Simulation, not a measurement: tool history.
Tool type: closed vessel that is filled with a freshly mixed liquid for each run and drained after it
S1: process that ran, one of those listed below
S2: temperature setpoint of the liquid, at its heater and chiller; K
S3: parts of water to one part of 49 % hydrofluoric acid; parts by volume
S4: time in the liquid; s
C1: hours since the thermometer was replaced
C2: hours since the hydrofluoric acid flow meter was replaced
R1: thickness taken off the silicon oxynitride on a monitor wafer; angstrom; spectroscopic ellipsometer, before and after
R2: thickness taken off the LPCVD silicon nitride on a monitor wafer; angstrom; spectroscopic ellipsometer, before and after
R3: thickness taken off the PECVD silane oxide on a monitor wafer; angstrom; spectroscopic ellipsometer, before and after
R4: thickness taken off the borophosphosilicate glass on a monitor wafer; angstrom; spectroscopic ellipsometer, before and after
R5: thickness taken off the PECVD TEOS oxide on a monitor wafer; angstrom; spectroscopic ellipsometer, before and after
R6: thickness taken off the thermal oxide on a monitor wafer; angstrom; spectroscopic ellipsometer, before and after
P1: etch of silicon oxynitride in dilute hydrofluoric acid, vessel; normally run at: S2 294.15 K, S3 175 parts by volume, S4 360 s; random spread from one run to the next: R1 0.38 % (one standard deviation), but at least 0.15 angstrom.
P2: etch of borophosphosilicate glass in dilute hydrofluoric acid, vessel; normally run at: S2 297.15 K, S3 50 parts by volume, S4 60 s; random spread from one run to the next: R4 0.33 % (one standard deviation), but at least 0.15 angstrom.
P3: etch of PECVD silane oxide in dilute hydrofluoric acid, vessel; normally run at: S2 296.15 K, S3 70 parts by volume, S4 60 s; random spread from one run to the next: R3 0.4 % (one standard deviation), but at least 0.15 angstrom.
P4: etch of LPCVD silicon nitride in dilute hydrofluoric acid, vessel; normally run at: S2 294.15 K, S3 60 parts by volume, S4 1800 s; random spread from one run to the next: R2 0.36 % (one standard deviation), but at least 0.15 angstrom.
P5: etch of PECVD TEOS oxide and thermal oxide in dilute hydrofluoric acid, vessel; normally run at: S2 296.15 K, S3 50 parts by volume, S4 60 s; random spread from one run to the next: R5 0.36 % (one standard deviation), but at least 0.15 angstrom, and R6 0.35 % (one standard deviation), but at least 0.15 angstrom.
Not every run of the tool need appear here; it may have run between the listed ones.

run 1 hour=13.2 | S1=P1 S2=294.15 S3=175 S4=360 | C1=298.4 C2=687.2 | R1=60.807
run 2 hour=25.5 | S1=P1 S2=294.15 S3=175 S4=360 | C1=310.7 C2=699.5 | R1=60.666
run 3 hour=36.7 | S1=P4 S2=294.15 S3=60 S4=760 | C1=321.9 C2=710.7 | R2=48.249
run 4 hour=48.8 | S1=P1 S2=294.15 S3=285 S4=360 | C1=334 C2=722.8 | R1=34.393
run 5 hour=64.4 | S1=P1 S2=294.15 S3=175 S4=360 | C1=349.6 C2=738.4 | R1=60.618
run 6 hour=81 | S1=P1 S2=299.15 S3=175 S4=360 | C1=366.2 C2=755 | R1=76.592
run 7 hour=89.2 | S1=P4 S2=294.15 S3=60 S4=1800 | C1=374.4 C2=763.2 | R2=115.56
run 8 hour=98.6 | S1=P1 S2=294.15 S3=60 S4=360 | C1=383.8 C2=772.6 | R1=191.94
run 9 hour=115 | S1=P3 S2=296.15 S3=70 S4=60 | C1=400.2 C2=789 | R3=139.38
run 10 hour=127.5 | S1=P2 S2=305.15 S3=50 S4=60 | C1=412.7 C2=801.5 | R4=1191.9
run 11 hour=143.1 | S1=P2 S2=297.15 S3=50 S4=110 | C1=428.3 C2=817.1 | R4=1581.4
run 12 hour=157.6 | S1=P5 S2=296.15 S3=50 S4=115 | C1=442.8 C2=831.6 | R5=323.52 R6=112
run 13 hour=166.6 | S1=P1 S2=294.15 S3=175 S4=75 | C1=451.8 C2=840.6 | R1=12.551
run 14 hour=183.3 | S1=P1 S2=294.15 S3=175 S4=360 | C1=468.5 C2=857.3 | R1=60.438
run 15 hour=199.7 | S1=P3 S2=296.15 S3=70 S4=30 | C1=484.9 C2=873.7 | R3=69.636
run 16 hour=216.1 | S1=P3 S2=290.15 S3=70 S4=60 | C1=501.3 C2=890.1 | R3=109.21
run 17 hour=234.6 | S1=P2 S2=297.15 S3=30 S4=60 | C1=519.8 C2=908.6 | R4=1474.1
run 18 hour=245 | S1=P5 S2=292.65 S3=50 S4=60 | C1=530.2 C2=919 | R5=145.35 R6=50.246
-- hour=249.3 thermometer replaced
run 19 hour=262.8 | S1=P4 S2=294.15 S3=20 S4=1800 | C1=13.5 C2=936.8 | R2=335.02
run 20 hour=274.5 | S1=P1 S2=294.15 S3=175 S4=535 | C1=25.2 C2=948.5 | R1=91.064
run 21 hour=292 | S1=P1 S2=290.15 S3=175 S4=360 | C1=42.7 C2=966 | R1=50.288
run 22 hour=301.1 | S1=P2 S2=297.15 S3=50 S4=60 | C1=51.8 C2=975.1 | R4=865.36
run 23 hour=317.1 | S1=P3 S2=296.15 S3=70 S4=60 | C1=67.8 C2=991.1 | R3=139.54
run 24 hour=335 | S1=P1 S2=298.65 S3=175 S4=40 | C1=85.7 C2=1009 | R1=8.2137
run 25 hour=353.3 | S1=P1 S2=294.15 S3=175 S4=360 | C1=104 C2=1027.3 | R1=60.456
run 26 hour=369.7 | S1=P5 S2=296.15 S3=50 S4=60 | C1=120.4 C2=1043.7 | R5=168.34 R6=58.224
run 27 hour=381.8 | S1=P2 S2=297.15 S3=50 S4=60 | C1=132.5 C2=1055.8 | R4=863.55
run 28 hour=399.4 | S1=P1 S2=294.15 S3=175 S4=360 | C1=150.1 C2=1073.4 | R1=60.798
run 29 hour=414.1 | S1=P5 S2=296.15 S3=50 S4=60 | C1=164.8 C2=1088.1 | R5=167.69 R6=58.085
run 30 hour=431.8 | S1=P5 S2=296.15 S3=70 S4=60 | C1=182.5 C2=1105.8 | R5=116.9 R6=40.374
run 31 hour=449.6 | S1=P3 S2=296.15 S3=125 S4=60 | C1=200.3 C2=1123.6 | R3=73.525
run 32 hour=457.8 | S1=P4 S2=290.15 S3=60 S4=1800 | C1=208.5 C2=1131.8 | R2=87.307
run 33 hour=474.3 | S1=P1 S2=294.15 S3=175 S4=360 | C1=225 C2=1148.3 | R1=60.453
run 34 hour=490 | S1=P1 S2=294.15 S3=175 S4=360 | C1=240.7 C2=1164 | R1=58.279
run 35 hour=503.6 | S1=P1 S2=294.15 S3=175 S4=360 | C1=254.3 C2=1177.6 | R1=57.016
run 36 hour=512.8 | S1=P1 S2=294.15 S3=175 S4=360 | C1=263.5 C2=1186.8 | R1=56.001
run 37 hour=525.8 | S1=P1 S2=294.15 S3=175 S4=360 | C1=276.5 C2=1199.8 | R1=55.783
run 38 hour=533.9 | S1=P1 S2=294.15 S3=175 S4=360 | C1=284.6 C2=1207.9 | R1=55.729
run 39 hour=542.5 | S1=P1 S2=294.15 S3=175 S4=360 | C1=293.2 C2=1216.5 | R1=55.149
run 40 hour=554.6 | S1=P1 S2=294.15 S3=175 S4=360 | C1=305.3 C2=1228.6 | R1=55.091
run 41 hour=569.3 | S1=P1 S2=294.15 S3=175 S4=360 | C1=320 C2=1243.3 | R1=54.834
run 42 hour=587.6 | S1=P1 S2=294.15 S3=175 S4=360 | C1=338.3 C2=1261.6 | R1=54.555

The log shows P1 creeping away from where it was. Any of the 2 causes listed here, at the size stated for it, fits the log just as well as the others:
A: hydrofluoric acid flow below the setpoint (%) = 8.52
B: liquid colder than its thermometer reads (K) = 2.13
The process output started creeping at around hour 474.3.

4 check runs are offered, one wafer each, their results left as question marks. Which one tells the causes apart?
run check 1 hour=605.9 | S1=P5 S2=296.15 S3=50 S4=60 | R5=? R6=?
run check 2 hour=605.9 | S1=P2 S2=297.15 S3=50 S4=60 | R4=?
run check 3 hour=605.9 | S1=P3 S2=296.15 S3=70 S4=60 | R3=?
run check 4 hour=605.9 | S1=P4 S2=294.15 S3=60 S4=1800 | R2=?

Outcome of each check run for each possible cause:
check=check_1 result=R5 if_A=152.93 if_B=153.85
check=check_1 result=R6 if_A=52.82 if_B=53.139
check=check_2 result=R4 if_A=785.69 if_B=791.1
check=check_3 result=R3 if_A=127.07 if_B=128.27
check=check_4 result=R2 if_A=105.73 if_B=99.527
Separation of the two closest causes in each check, using whichever result separates them best: check 1 0.6 %; check 2 0.69 %; check 3 0.94 %; check 4 6.05 %
Check 4 is the one run that separates the causes; every other check would come out nearly the same whichever cause is at work.

Here is what check 4 returned: R2 105.75 angstrom. Which cause is it?

The correct cause is A, namely: hydrofluoric acid flow below the setpoint (%).

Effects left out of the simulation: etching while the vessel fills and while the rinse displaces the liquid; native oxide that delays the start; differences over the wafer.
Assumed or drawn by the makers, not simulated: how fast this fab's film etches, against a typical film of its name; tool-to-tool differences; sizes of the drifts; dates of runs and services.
